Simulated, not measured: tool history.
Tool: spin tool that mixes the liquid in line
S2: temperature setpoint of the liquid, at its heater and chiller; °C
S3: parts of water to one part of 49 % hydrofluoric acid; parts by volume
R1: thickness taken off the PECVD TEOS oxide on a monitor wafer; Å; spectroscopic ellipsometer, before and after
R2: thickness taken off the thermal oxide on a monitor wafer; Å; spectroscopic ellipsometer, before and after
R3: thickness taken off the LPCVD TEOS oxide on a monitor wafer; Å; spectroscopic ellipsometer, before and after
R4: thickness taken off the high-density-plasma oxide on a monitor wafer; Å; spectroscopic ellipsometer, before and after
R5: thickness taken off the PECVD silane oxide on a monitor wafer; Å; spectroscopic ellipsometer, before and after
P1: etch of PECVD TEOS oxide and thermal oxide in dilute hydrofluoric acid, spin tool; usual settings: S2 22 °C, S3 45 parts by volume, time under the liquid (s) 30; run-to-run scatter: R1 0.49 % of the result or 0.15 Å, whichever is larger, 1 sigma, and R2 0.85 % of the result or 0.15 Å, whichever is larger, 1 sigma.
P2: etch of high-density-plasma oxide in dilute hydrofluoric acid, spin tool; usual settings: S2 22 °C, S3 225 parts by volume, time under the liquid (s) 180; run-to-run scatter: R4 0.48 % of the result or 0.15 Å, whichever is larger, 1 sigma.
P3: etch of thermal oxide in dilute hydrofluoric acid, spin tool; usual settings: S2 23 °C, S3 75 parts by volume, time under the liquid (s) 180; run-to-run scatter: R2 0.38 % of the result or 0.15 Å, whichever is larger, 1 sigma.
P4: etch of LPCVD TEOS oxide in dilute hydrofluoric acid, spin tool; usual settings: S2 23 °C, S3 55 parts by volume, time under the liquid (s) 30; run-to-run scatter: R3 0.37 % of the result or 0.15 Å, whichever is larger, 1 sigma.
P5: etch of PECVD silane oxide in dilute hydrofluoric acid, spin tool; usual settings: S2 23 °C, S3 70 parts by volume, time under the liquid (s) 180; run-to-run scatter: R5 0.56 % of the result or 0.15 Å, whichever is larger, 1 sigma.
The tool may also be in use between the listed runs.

{"run": 1, "day": 0.217, "process that ran": "P1", "S2": 22, "S3": 45, "time under the liquid (s)": 30, "R1": 130.5, "R2": 30.579}
{"run": 2, "day": 0.362, "process that ran": "P4", "S2": 23, "S3": 25, "time under the liquid (s)": 30, "R3": 225.81}
{"run": 3, "day": 0.496, "process that ran": "P1", "S2": 22, "S3": 20, "time under the liquid (s)": 30, "R1": 299.17, "R2": 71.4}
{"run": 4, "day": 0.642, "process that ran": "P3", "S2": 23, "S3": 110, "time under the liquid (s)": 180, "R2": 73.155}
{"run": 5, "day": 0.775, "process that ran": "P1", "S2": 22, "S3": 45, "time under the liquid (s)": 30, "R1": 130.52, "R2": 30.581}
{"run": 6, "day": 0.979, "process that ran": "P1", "S2": 28, "S3": 45, "time under the liquid (s)": 30, "R1": 165.57, "R2": 38.913}
{"run": 7, "day": 1.146, "process that ran": "P1", "S2": 17, "S3": 45, "time under the liquid (s)": 30, "R1": 104.56, "R2": 24.647}
{"run": 8, "day": 1.329, "process that ran": "P4", "S2": 23, "S3": 55, "time under the liquid (s)": 30, "R3": 98.728}
{"run": 9, "day": 1.629, "process that ran": "P3", "S2": 23, "S3": 75, "time under the liquid (s)": 15, "R2": 9.26}
{"run": 10, "day": 1.9, "process that ran": "P3", "S2": 23, "S3": 75, "time under the liquid (s)": 180, "R2": 111.83}
{"run": 11, "day": 2.079, "process that ran": "P3", "S2": 23, "S3": 75, "time under the liquid (s)": 180, "R2": 111.66}
{"run": 12, "day": 2.321, "process that ran": "P3", "S2": 30.5, "S3": 75, "time under the liquid (s)": 180, "R2": 150.61}
{"run": 13, "day": 2.488, "process that ran": "P1", "S2": 22, "S3": 65, "time under the liquid (s)": 30, "R1": 88.049, "R2": 20.78}
{"run": 14, "day": 2.683, "process that ran": "P2", "S2": 30, "S3": 225, "time under the liquid (s)": 180, "R4": 56.458}
{"run": 15, "day": 2.929, "process that ran": "P4", "S2": 17, "S3": 55, "time under the liquid (s)": 30, "R3": 77.053}
{"run": 16, "day": 3.171, "process that ran": "P2", "S2": 22, "S3": 225, "time under the liquid (s)": 330, "R4": 77.962}
{"day": 3.392, "done": "hydrofluoric acid flow meter replaced"}
{"run": 17, "day": 3.429, "process that ran": "P1", "S2": 22, "S3": 45, "time under the liquid (s)": 30, "R1": 130.25, "R2": 30.233}
{"run": 18, "day": 3.642, "process that ran": "P2", "S2": 22, "S3": 360, "time under the liquid (s)": 180, "R4": 23.405}
{"run": 19, "day": 3.879, "process that ran": "P1", "S2": 22, "S3": 30, "time under the liquid (s)": 15, "R1": 99.704, "R2": 23.264}
{"run": 20, "day": 4.129, "process that ran": "P5", "S2": 23, "S3": 20, "time under the liquid (s)": 180, "R5": 1766.8}
{"run": 21, "day": 4.271, "process that ran": "P1", "S2": 22, "S3": 45, "time under the liquid (s)": 30, "R1": 129.94, "R2": 29.862}
{"run": 22, "day": 4.408, "process that ran": "P5", "S2": 27, "S3": 70, "time under the liquid (s)": 180, "R5": 564.96}
{"run": 23, "day": 4.592, "process that ran": "P5", "S2": 23, "S3": 70, "time under the liquid (s)": 180, "R5": 479.33}
{"run": 24, "day": 4.896, "process that ran": "P4", "S2": 23, "S3": 55, "time under the liquid (s)": 30, "R3": 98.23}
{"run": 25, "day": 5.104, "process that ran": "P1", "S2": 22, "S3": 45, "time under the liquid (s)": 60, "R1": 261.97, "R2": 61.311}
{"run": 26, "day": 5.238, "process that ran": "P1", "S2": 22, "S3": 45, "time under the liquid (s)": 30, "R1": 130.56, "R2": 30.497}
{"run": 27, "day": 5.5, "process that ran": "P5", "S2": 23, "S3": 70, "time under the liquid (s)": 90, "R5": 239.99}
{"run": 28, "day": 5.708, "process that ran": "P1", "S2": 22, "S3": 45, "time under the liquid (s)": 15, "R1": 65.069, "R2": 15.276}
{"run": 29, "day": 5.846, "process that ran": "P4", "S2": 23, "S3": 55, "time under the liquid (s)": 45, "R3": 148.18}
{"run": 30, "day": 5.979, "process that ran": "P2", "S2": 22, "S3": 225, "time under the liquid (s)": 180, "R4": 42.376}
{"run": 31, "day": 6.258, "process that ran": "P1", "S2": 22, "S3": 45, "time under the liquid (s)": 30, "R1": 129.56, "R2": 30.077}
{"run": 32, "day": 6.458, "process that ran": "P1", "S2": 22, "S3": 45, "time under the liquid (s)": 30, "R1": 124.78, "R2": 29.297}
{"run": 33, "day": 6.625, "process that ran": "P1", "S2": 22, "S3": 45, "time under the liquid (s)": 30, "R1": 122.48, "R2": 28.995}
{"run": 34, "day": 6.9, "process that ran": "P1", "S2": 22, "S3": 45, "time under the liquid (s)": 30, "R1": 119.84, "R2": 28.059}
{"run": 35, "day": 7.054, "process that ran": "P1", "S2": 22, "S3": 45, "time under the liquid (s)": 30, "R1": 119.07, "R2": 27.827}
{"run": 36, "day": 7.308, "process that ran": "P1", "S2": 22, "S3": 45, "time under the liquid (s)": 30, "R1": 118.72, "R2": 27.213}
{"run": 37, "day": 7.583, "process that ran": "P1", "S2": 22, "S3": 45, "time under the liquid (s)": 30, "R1": 118.23, "R2": 28.152}
{"run": 38, "day": 7.829, "process that ran": "P1", "S2": 22, "S3": 45, "time under the liquid (s)": 30, "R1": 118.34, "R2": 27.376}
{"run": 39, "day": 7.962, "process that ran": "P1", "S2": 22, "S3": 45, "time under the liquid (s)": 30, "R1": 116.91, "R2": 27.712}

What P1 gives has crept away from where it was. These 2 causes fit the log equally well, each at the size given:
A: liquid colder than its thermometer reads (K) = 2.39
B: hydrofluoric acid flow below the setpoint (%) = 9.12
The creep began at about day 6.258.

4 check runs are offered, one wafer each, their results left as question marks. Which one tells the causes apart?
{"run": "check 1", "day": 8.096, "process that ran": "P3", "S2": 29, "S3": 75, "time under the liquid (s)": 40, "R2": "?"}
{"run": "check 2", "day": 8.096, "process that ran": "P4", "S2": 18, "S3": 25, "time under the liquid (s)": 30, "R3": "?"}
{"run": "check 3", "day": 8.096, "process that ran": "P5", "S2": 23, "S3": 20, "time under the liquid (s)": 180, "R5": "?"}
{"run": "check 4", "day": 8.096, "process that ran": "P2", "S2": 29.5, "S3": 295, "time under the liquid (s)": 180, "R4": "?"}

What each check would give under each cause:
check=check_1 result=R2 if_A=28.668 if_B=28.295
check=check_2 result=R3 if_A=163.94 if_B=165.15
check=check_3 result=R5 if_A=1617.2 if_B=1623.8
check=check_4 result=R4 if_A=35.984 if_B=34.276
How far apart the two closest causes lie, in the result that separates them most: check 1 1.31 %; check 2 0.73 %; check 3 0.41 %; check 4 4.86 %
Check 4 tells the causes apart: in the others they would give nearly the same result.

Then check 4 was run and gave: R4 34.75 Å. Which cause is it?

It is B: hydrofluoric acid flow below the setpoint (%).

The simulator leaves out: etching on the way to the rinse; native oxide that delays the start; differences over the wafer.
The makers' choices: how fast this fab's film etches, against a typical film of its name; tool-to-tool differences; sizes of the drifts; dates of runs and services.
